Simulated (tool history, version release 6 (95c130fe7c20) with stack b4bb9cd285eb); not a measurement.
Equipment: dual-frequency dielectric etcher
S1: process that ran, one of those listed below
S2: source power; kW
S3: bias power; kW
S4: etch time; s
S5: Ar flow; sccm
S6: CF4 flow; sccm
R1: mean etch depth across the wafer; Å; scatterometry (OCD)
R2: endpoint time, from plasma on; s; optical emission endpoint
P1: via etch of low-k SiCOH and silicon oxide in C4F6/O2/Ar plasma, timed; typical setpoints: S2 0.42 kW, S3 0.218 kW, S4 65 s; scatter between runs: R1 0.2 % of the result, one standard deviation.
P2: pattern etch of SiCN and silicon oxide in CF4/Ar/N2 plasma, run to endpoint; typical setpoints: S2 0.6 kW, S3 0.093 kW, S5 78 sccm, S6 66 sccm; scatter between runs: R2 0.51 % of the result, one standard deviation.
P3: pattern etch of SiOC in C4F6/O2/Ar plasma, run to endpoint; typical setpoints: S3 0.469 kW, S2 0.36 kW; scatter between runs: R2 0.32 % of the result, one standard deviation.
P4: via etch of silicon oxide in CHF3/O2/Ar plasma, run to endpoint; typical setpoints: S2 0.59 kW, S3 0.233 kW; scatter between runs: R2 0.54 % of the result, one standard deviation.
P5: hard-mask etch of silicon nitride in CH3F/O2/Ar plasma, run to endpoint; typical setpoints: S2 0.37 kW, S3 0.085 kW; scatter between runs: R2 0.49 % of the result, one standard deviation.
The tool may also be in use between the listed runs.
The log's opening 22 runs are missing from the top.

run,hour,S1,S2,S3,S4,S5,S6,R1,R2
23,255.2,P1,0.42,0.218,83.5,,,2384.6,
24,263.6,P2,0.6,0.093,,78,66,,9.8233
25,276.1,P1,0.42,0.218,65,,,1862.8,
26,288.4,P2,0.6,0.093,,78,91,,9.5617
27,301.5,P2,0.6,0.093,,62,66,,9.7117
28,313,P4,0.59,0.233,,,,,236.23
29,326.7,P4,0.59,0.233,,,,,234.46
30,335.7,P1,0.42,0.218,65,,,1870.9,
31,347.6,P1,0.42,0.218,65,,,1876.9,

Run 32 comes next. What will it give?
32,356.6,P1,0.42,0.218,65,,,?,

{"run 32": {"R1": 1887}}

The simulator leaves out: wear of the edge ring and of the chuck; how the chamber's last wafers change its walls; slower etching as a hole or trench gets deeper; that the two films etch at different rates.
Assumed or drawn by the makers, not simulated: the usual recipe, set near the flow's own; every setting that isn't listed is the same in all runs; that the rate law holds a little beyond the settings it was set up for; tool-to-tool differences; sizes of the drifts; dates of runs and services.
